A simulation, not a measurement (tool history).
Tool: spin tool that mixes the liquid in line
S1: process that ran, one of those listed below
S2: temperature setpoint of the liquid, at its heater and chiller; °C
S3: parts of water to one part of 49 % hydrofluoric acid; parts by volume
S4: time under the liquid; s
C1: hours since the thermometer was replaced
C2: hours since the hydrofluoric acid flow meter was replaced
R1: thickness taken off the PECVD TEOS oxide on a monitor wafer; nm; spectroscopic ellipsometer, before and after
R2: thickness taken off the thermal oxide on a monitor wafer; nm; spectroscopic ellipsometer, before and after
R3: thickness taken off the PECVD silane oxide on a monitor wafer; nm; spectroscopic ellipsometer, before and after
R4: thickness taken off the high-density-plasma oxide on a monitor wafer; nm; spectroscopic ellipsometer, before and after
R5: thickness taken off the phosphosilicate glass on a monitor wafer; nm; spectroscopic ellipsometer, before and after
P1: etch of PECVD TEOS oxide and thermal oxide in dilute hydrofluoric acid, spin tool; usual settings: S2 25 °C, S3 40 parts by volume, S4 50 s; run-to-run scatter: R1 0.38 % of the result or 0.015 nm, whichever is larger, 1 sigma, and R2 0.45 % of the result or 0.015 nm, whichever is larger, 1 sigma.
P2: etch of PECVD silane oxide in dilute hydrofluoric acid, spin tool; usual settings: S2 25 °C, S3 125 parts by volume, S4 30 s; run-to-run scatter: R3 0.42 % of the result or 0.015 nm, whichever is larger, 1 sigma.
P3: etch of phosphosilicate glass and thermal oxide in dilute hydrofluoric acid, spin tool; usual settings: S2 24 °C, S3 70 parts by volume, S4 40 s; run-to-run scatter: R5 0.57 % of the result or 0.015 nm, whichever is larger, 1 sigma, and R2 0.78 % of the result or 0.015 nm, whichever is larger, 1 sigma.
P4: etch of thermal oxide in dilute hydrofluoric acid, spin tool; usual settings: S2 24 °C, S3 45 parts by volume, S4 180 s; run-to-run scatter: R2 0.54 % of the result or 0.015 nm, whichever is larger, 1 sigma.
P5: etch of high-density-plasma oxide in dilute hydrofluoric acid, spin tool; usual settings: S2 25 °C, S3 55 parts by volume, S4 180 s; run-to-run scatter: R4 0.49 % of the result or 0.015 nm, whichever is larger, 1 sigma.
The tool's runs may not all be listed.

run   hour  S1    S2   S3   S4      C1     C2      R1      R2      R3      R4      R5
  1   14.9  P1    25   40   50   989.4    371  23.309  6.8271
  2   26.3  P1    25   65   50  1000.8  382.4  13.773   4.051
  3   38.7  P2    25  125   30  1013.2  394.8                  12.104
  4   50.8  P5    25   55  180  1025.3  406.9                          22.622
  5   59.8  P4    24   20  180  1034.3  415.9          49.342
  6   70.4  P3    24   20   40  1044.9  426.5           10.43                     205
  7   82.5  P3    18   70   40    1057  438.6          2.1621                  42.864
  8   97.3  P4    24   45  320  1071.8  453.4          37.638
  9  111.8  P1    25   40   25  1086.3  467.9  11.685  3.4107
 10  120.6  P1    25   40   50  1095.1  476.7  23.316  6.8402
 11  136.2  P5    25   55  320  1110.7  492.3                          40.536
 12  144.7  P1    25   20   50  1119.2  500.8  47.912  14.001
 13  158.5  P3    24   70   65    1133  514.6          4.5966                  89.047
 14  175.2  P2    25  125   30  1149.7  531.3                  12.136
 15  183.5  P3    24   70   40    1158  539.6          2.7995                  54.382
 16  193.2  P5    25   95  180  1167.7  549.3                          12.443
 17  210.3  P1    25   40   50  1184.8  566.4  23.219  6.7849
 18  221.2  P4  18.5   45  180  1195.7  577.3           16.94
 19  229.7  P5    19   55  180  1204.2  585.8                          17.661
 20  247.6  P2  33.5  125   30  1222.1  603.7                  16.553
 21  258.1  P2    25  125   15  1232.6  614.2                  6.0106
 22  275.9  P1    25   70   90  1250.4    632  22.953  6.7628
 23  293.8  P3    24   70   40  1268.3  649.9          2.7988                  54.538
 24  303.4  P1    17   40   50  1277.9  659.5  16.646  4.8878
 25  315.2  P4    24   45  180  1289.7  671.3          21.397
 26  326.1  P1    25   40   50  1300.6  682.2  23.237  6.8734
 27    337  P1    30   40   50  1311.5  693.1  28.541  8.4433
 28  350.2  P1    25   40   75  1324.7  706.3  34.776  10.222
 29  364.3  P2    25  225   30  1338.8  720.4                  6.0191
 30  372.6  P1    25   40   50  1347.1  728.7  23.499  6.7718
 31  383.5  P1    25   40   50    1358  739.6  22.607   6.524
 32  400.5  P1    25   40   50    1375  756.6  21.907  6.4927
 33  418.2  P1    25   40   50  1392.7  774.3  21.526  6.2873
 34  430.5  P1    25   40   50    1405  786.6  21.442  6.2685
 35  441.4  P1    25   40   50  1415.9  797.5  21.497  6.3141
 36  459.5  P1    25   40   50    1434  815.6  21.398   6.274

What P1 gives has crept away from where it was. These 2 causes fit the log equally well, each at the size given:
A: liquid colder than its thermometer reads (K) = 2.01
B: hydrofluoric acid flow below the setpoint (%) = 7.59
The creep began at about hour 372.6.

4 check runs are offered, each on 2 wafers whose results are averaged, their results left as question marks. Which one tells the causes apart?
check 1  477.6  P3  24   25   60               ?           ?
check 2  477.6  P4  19   20  180               ?
check 3  477.6  P2  31  205   30                   ?
check 4  477.6  P5  25   95  180                       ?

What each check would give under each cause:
  check  result    if A    if B
check 1      R2  11.453  11.493
check 1      R5   223.6  224.39
check 2      R2  36.463  36.751
check 3      R3  7.7377  7.5053
check 4      R4  11.534  11.433
How far apart the two closest causes lie, in the result that separates them most: check 1 0.35 %; check 2 0.79 %; check 3 3.05 %; check 4 0.88 %
Only check 3 tells the causes apart: in the others they would give nearly the same result.

Check 3 was then run and gave: R3 7.4962 nm. Which cause is it?

It is B: hydrofluoric acid flow below the setpoint (%).

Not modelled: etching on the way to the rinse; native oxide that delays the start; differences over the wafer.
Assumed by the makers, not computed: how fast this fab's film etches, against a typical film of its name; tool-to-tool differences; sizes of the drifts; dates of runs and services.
